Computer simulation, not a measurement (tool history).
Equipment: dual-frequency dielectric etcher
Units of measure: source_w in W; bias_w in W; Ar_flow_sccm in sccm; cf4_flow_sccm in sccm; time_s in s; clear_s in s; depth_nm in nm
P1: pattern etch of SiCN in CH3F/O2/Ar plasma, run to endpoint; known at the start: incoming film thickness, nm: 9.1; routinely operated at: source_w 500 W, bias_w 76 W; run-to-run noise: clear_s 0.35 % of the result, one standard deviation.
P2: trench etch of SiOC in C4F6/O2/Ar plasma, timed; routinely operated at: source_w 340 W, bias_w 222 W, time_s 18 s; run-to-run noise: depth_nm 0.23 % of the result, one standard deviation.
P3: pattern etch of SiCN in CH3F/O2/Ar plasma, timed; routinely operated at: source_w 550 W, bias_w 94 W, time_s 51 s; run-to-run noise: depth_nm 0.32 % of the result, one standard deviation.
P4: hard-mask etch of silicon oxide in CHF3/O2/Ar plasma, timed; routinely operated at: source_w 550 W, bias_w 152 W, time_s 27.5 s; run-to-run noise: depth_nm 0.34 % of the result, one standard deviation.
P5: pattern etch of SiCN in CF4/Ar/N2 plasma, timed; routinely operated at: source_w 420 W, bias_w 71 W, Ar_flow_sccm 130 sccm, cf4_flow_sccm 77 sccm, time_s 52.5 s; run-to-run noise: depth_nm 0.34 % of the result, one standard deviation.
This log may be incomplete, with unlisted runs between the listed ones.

| run | hour | process | source_w | bias_w | Ar_flow_sccm | cf4_flow_sccm | time_s | hours since the last wet clean | hours since the last source power generator calibration | hours since the last bias power generator calibration | clear_s | depth_nm |
|---|---|---|---|---|---|---|---|---|---|---|---|---|
| 1 | 4.7 | P1 | 500 | 76 |  |  |  | 174.4 | 698.1 | 635.4 | 22.748 |  |
| 2 | 8.8 | P5 | 420 | 71 | 130 | 77 | 78.5 | 178.5 | 702.2 | 639.5 |  | 61.724 |
| 3 | 14.9 | P4 | 550 | 152 |  |  | 20.5 | 184.6 | 708.3 | 645.6 |  | 37.312 |
| 4 | 21.2 | P5 | 420 | 71 | 130 | 77 | 52.5 | 190.9 | 714.6 | 651.9 |  | 41.335 |
| 5 | 25.1 | P3 | 550 | 94 |  |  | 51 | 194.8 | 718.5 | 655.8 |  | 24.648 |
| 6 | 32.4 | P1 | 500 | 76 |  |  |  | 202.1 | 725.8 | 663.1 | 22.551 |  |
| 7 | 39.4 | P2 | 460 | 222 |  |  | 18 | 209.1 | 732.8 | 670.1 |  | 42.16 |
| 8 | 46.3 | P1 | 690 | 76 |  |  |  | 216 | 739.7 | 677 | 20.016 |  |
| 9 | 52.3 | P4 | 550 | 205 |  |  | 27.5 | 222 | 745.7 | 683 |  | 55.26 |
| 10 | 56.7 | P1 | 500 | 102 |  |  |  | 226.4 | 750.1 | 687.4 | 20.26 |  |
| 11 | 63.6 | P3 | 550 | 94 |  |  | 51 | 233.3 | 757 | 694.3 |  | 24.611 |
| 12 | 67 | P1 | 360 | 55 |  |  |  | 236.7 | 760.4 | 697.7 | 28.522 |  |
| 13 | 73 | P5 | 420 | 71 | 130 | 109 | 52.5 | 242.7 | 766.4 | 703.7 |  | 43.57 |
| 14 | 76.9 | P1 | 500 | 76 |  |  |  | 246.6 | 770.3 | 707.6 | 22.438 |  |
| 15 | 84.4 | P2 | 340 | 145 |  |  | 18 | 254.1 | 777.8 | 715.1 |  | 32.863 |
| 16 | 91.2 | P1 | 600 | 99 |  |  |  | 260.9 | 784.6 | 721.9 | 19.117 |  |
| 17 | 97.1 | P1 | 370 | 76 |  |  |  | 266.8 | 790.5 | 727.8 | 25.265 |  |
| 18 | 101.3 | P1 | 500 | 58 |  |  |  | 271 | 794.7 | 732 | 24.913 |  |
| 19 | 106.2 | P5 | 420 | 71 | 130 | 77 | 52.5 | 275.9 | 799.6 | 736.9 |  | 41.538 |
| 20 | 111.2 | P1 | 500 | 76 |  |  |  | 280.9 | 804.6 | 741.9 | 22.622 |  |
| 21 | 117.3 | P3 | 550 | 73 |  |  | 51 | 287 | 810.7 | 748 |  | 22.468 |
| 22 | 124.6 | P4 | 770 | 152 |  |  | 27.5 | 294.3 | 818 | 755.3 |  | 56.972 |
| 23 | 129.9 | P2 | 340 | 222 |  |  | 18 | 299.6 | 823.3 | 760.6 |  | 37.518 |
| 24 | 135.1 | P3 | 550 | 94 |  |  | 77 | 304.8 | 828.5 | 765.8 |  | 36.998 |
| 25 | 140.4 | P5 | 420 | 99 | 130 | 77 | 52.5 | 310.1 | 833.8 | 771.1 |  | 46.79 |
| 26 | 145 | P3 | 360 | 94 |  |  | 51 | 314.7 | 838.4 | 775.7 |  | 20.927 |
| 27 | 149.5 | P4 | 550 | 152 |  |  | 27.5 | 319.2 | 842.9 | 780.2 |  | 50.108 |
| 28 | 156.8 | P1 | 420 | 50 |  |  |  | 326.5 | 850.2 | 787.5 | 27.923 |  |
| 29 | 164.2 | P2 | 340 | 222 |  |  | 25 | 333.9 | 857.6 | 794.9 |  | 52.352 |
| 30 | 169.7 | P4 | 550 | 152 |  |  | 27.5 | 339.4 | 863.1 | 800.4 |  | 50.006 |
| 31 | 174.2 | P1 | 500 | 76 |  |  |  | 343.9 | 867.6 | 804.9 | 22.511 |  |
| 32 | 180.9 | P1 | 500 | 76 |  |  |  | 350.6 | 874.3 | 811.6 | 22.601 |  |
| 33 | 188 | P5 | 420 | 71 | 170 | 77 | 52.5 | 357.7 | 881.4 | 818.7 |  | 39.691 |
| 34 | 194.5 | P5 | 260 | 71 | 130 | 77 | 52.5 | 364.2 | 887.9 | 825.2 |  | 27.276 |
| 35 | 201.1 | P1 | 500 | 76 |  |  |  | 370.8 | 894.5 | 831.8 | 22.569 |  |
| 36 | 205.5 | P1 | 500 | 76 |  |  |  | 375.2 | 898.9 | 836.2 | 22.583 |  |
| 37 | 212.9 | P1 | 500 | 76 |  |  |  | 382.6 | 906.3 | 843.6 | 22.608 |  |
| 38 | 216.3 | P1 | 500 | 76 |  |  |  | 386 | 909.7 | 847 | 22.821 |  |
| 39 | 222.5 | P1 | 500 | 76 |  |  |  | 392.2 | 915.9 | 853.2 | 22.93 |  |
| 40 | 228.7 | P1 | 500 | 76 |  |  |  | 398.4 | 922.1 | 859.4 | 22.98 |  |
| 41 | 234.4 | P1 | 500 | 76 |  |  |  | 404.1 | 927.8 | 865.1 | 22.805 |  |
| 42 | 238.6 | P1 | 500 | 76 |  |  |  | 408.3 | 932 | 869.3 | 22.919 |  |
|  | 241 | wet clean of the chamber |
| 43 | 242.8 | P1 | 500 | 76 |  |  |  | 1.9 | 936.2 | 873.5 | 22.839 |  |
| 44 | 248.9 | P1 | 500 | 76 |  |  |  | 8 | 942.3 | 879.6 | 23.04 |  |
| 45 | 253.9 | P1 | 500 | 76 |  |  |  | 13 | 947.3 | 884.6 | 22.767 |  |
| 46 | 259.9 | P1 | 500 | 76 |  |  |  | 19 | 953.3 | 890.6 | 23.129 |  |

What P1 gives has crept off from where it sat before. The 2 causes that follow fit the log equally well, each at the size noted:
A: source power that arrives under what is set, % = 4.51
B: bias power that arrives under what is set, % = 4.85
The onset of the drift is placed at about hour 201.1.
Excluded causes, each with its reason:
chamber walls in a state that lowers the etch rate, %: serviced at hour 241, which brought nothing back

The 4 check runs listed below each average the results of 2 wafers, and their outcomes are marked with question marks. Under which run would the listed causes produce clearly different results?
| check 1 | 265.9 | P3 | 550 | 94 |  |  | 51 |  |  |  |  | ? |
| check 2 | 265.9 | P5 | 420 | 71 | 130 | 77 | 52.5 |  |  |  |  | ? |
| check 3 | 265.9 | P4 | 550 | 152 |  |  | 27.5 |  |  |  |  | ? |
| check 4 | 265.9 | P2 | 340 | 222 |  |  | 18 |  |  |  |  | ? |

How each check would come out, cause by cause:
| check | result | if A | if B |
|---|---|---|---|
| check 1 | depth_nm | 24.177 | 24.156 |
| check 2 | depth_nm | 39.716 | 40.629 |
| check 3 | depth_nm | 49.198 | 49.279 |
| check 4 | depth_nm | 36.962 | 37.004 |
Separation of the two closest causes in each check, using whichever result separates them best: check 1 0.09 %; check 2 2.27 %; check 3 0.16 %; check 4 0.11 %
Check 2 distinguishes between the causes, while the remaining checks would return nearly the same result for all of them.

The results of check 2 are: depth_nm 40.602 nm. Based on these, which of the listed causes is it?

It is B: bias power that arrives under what is set, %.
